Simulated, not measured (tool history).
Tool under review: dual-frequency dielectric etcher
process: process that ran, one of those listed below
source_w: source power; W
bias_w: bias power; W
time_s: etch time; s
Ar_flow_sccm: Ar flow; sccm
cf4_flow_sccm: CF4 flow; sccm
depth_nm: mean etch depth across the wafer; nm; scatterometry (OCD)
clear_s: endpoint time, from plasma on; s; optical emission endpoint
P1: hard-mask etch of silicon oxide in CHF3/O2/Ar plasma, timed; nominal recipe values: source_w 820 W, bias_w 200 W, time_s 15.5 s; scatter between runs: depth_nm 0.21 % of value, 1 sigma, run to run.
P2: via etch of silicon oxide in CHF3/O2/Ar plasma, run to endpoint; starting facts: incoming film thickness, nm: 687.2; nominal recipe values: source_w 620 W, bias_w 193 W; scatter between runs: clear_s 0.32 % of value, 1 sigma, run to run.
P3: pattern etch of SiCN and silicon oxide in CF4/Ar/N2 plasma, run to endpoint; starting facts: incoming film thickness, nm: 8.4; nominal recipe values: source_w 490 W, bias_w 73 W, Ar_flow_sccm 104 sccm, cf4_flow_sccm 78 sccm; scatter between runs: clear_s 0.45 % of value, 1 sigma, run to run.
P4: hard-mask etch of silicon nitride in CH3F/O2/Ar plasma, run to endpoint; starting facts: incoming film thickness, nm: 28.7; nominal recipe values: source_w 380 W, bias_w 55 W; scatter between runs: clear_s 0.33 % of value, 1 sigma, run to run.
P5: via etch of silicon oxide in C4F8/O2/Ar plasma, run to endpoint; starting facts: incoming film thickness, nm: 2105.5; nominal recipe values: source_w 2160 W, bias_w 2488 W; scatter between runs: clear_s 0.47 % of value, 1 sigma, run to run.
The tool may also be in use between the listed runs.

run   hour  process  source_w  bias_w  time_s  Ar_flow_sccm  cf4_flow_sccm  depth_nm  clear_s
  1    9.9       P1       820     200    15.5                                 37.175
  2   23.3       P2       380     193                                                  393.72
  3   35.2       P1       820     200    15.5                                 37.135
  4   44.8       P1       820     200      20                                 48.057
  5   59.4       P1       820     200    15.5                                  37.15
      67.4  -- bias power generator calibrated
  6   72.4       P3       490      73                   104             97             9.0424
  7   85.5       P1       620     200      22                                 47.281
  8   96.6       P1       950     200      20                                 50.712
  9    116       P3       300      73                   104             78              14.24
 10  134.1       P1       820     200    15.5                                 37.148
 11  153.6       P1       820     200    15.5                                 37.125
 12  168.8       P2       620     262                                                  295.87
 13  179.6       P1       820     200    15.5                                 37.186
 14  192.5       P1       820     200    11.5                                 27.557
 15  208.7       P5      2160    1613                                                  416.72
 16  223.3       P1       820     117    15.5                                 31.318
 17    235       P4       380      55                                                  45.591
 18  254.2       P5      1680    2488                                                  405.94
 19  263.2       P1      1000     200    15.5                                 39.932
 20  273.9       P4       380      39                                                  50.755
 21  284.2       P4       380      55                                                  45.477
 22  294.1       P5      2160    2488                                                  369.22
 23  311.5       P1       820     264    15.5                                 40.918
 24  324.2       P3       490      73                   104             78             9.2767
 25  334.5       P3       490      87                   104             78             8.7427
 26  347.4       P3       490      73                    70             78             8.8407
 27  363.1       P1       820     248    11.5                                  29.73
 28  375.5       P2       620     193                                                   329.2
 29  385.4       P1       520     200    15.5                                 31.133
 30  403.1       P4       300      55                                                  50.065
 31  412.7       P3       490      73                   104             78             9.3717
 32  425.7       P1       820     200    15.5                                  37.05
 33  444.2       P1       820     200    15.5                                 36.818
 34  453.3       P1       820     200    15.5                                 36.783
 35  465.7       P1       820     200    15.5                                 36.849
       473  -- wet clean of the chamber
 36  475.7       P1       820     200    15.5                                 36.485
 37  487.1       P1       820     200    15.5                                  36.48
 38  503.9       P1       820     200    15.5                                 36.652
 39  515.3       P1       820     200    15.5                                  36.53
 40  524.9       P1       820     200    15.5                                 36.547
 41  538.5       P1       820     200    15.5                                 36.501

What P1 gives has crept off from where it sat before. The 2 causes that follow fit the log equally well, each at the size noted:
A: source power that arrives under what is set, % = 4.26
B: bias power that arrives under what is set, % = 4.86
The onset of the drift is placed at about hour 425.7.
Ruled out, with reasons:
chamber walls in a state that lowers the etch rate, %: serviced at hour 473, which brought nothing back

Which of the check runs below tells the causes apart, meaning the causes would give it clearly different results? Each run uses 3 wafers whose results are averaged, and each result is shown as a question mark.
check 1  552.1       P4       380      55                                                       ?
check 2  552.1       P2       620     193                                                       ?
check 3  552.1       P5      2160    2488                                                       ?
check 4  552.1       P3       490      73                   104             78                  ?

If the cause were each of the candidates in turn, the checks would give the following:
  check   result    if A    if B
check 1  clear_s  46.268   46.23
check 2  clear_s  334.75  334.84
check 3  clear_s   375.3  374.39
check 4  clear_s  9.6373  9.4277
How far apart the two closest causes lie, in the result that separates them most: check 1 0.08 %; check 2 0.03 %; check 3 0.24 %; check 4 2.2 %
Check 4 tells the causes apart: in the others they would give nearly the same result.

Here is what check 4 returned: clear_s 9.6495 s. Which cause is it?

The correct cause is A, namely: source power that arrives under what is set, %.
